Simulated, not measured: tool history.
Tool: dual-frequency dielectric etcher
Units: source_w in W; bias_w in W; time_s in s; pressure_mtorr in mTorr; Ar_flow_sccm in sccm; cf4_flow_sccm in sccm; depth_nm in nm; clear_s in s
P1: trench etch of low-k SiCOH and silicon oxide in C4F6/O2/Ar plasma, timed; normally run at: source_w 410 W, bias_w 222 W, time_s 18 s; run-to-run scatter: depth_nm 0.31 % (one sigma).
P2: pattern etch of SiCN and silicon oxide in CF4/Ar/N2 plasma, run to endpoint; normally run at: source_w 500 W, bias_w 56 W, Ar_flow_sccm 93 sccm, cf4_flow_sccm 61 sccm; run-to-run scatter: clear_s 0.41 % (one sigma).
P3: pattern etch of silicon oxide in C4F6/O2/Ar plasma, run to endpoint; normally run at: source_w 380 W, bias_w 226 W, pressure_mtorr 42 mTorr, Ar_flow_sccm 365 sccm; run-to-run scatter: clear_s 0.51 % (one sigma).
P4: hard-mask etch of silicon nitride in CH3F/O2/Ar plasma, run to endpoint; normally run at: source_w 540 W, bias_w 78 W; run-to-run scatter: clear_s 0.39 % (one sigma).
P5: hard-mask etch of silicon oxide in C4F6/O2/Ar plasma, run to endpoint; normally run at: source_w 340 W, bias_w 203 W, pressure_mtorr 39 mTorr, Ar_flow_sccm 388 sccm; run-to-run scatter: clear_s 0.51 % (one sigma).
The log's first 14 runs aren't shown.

run,hour,process,source_w,bias_w,time_s,pressure_mtorr,Ar_flow_sccm,cf4_flow_sccm,hours since the last wet clean,hours since the last source power generator calibration,hours since the last bias power generator calibration,depth_nm,clear_s
15,138.4,P2,500,56,,,93,61,400.5,3264,1926.1,,14.329
16,147.4,P5,340,203,,39,243,,409.5,3273,1935.1,,94.522
17,158.5,P2,500,71,,,93,61,420.6,3284.1,1946.2,,13.15
18,169.8,P4,350,78,,,,,431.9,3295.4,1957.5,,46.734
19,178.7,P2,630,56,,,93,61,440.8,3304.3,1966.4,,11.545
20,187.3,P2,500,56,,,93,75,449.4,3312.9,1975,,13.791
21,193,P3,380,226,,42,365,,455.1,3318.6,1980.7,,16.114
22,200.3,P1,410,222,26,,,,462.4,3325.9,1988,86.76,
23,208.9,P1,410,222,11.5,,,,471,3334.5,1996.6,38.288,
24,214.4,P1,310,222,18,,,,476.5,3340,2002.1,53.722,
25,220.6,P2,500,56,,,93,61,482.7,3346.2,2008.3,,14.29

Run 26 comes next. What will it give?
26,227.9,P4,540,110,,,,,490,3353.5,2015.6,,?

clear_s: 35.115 s

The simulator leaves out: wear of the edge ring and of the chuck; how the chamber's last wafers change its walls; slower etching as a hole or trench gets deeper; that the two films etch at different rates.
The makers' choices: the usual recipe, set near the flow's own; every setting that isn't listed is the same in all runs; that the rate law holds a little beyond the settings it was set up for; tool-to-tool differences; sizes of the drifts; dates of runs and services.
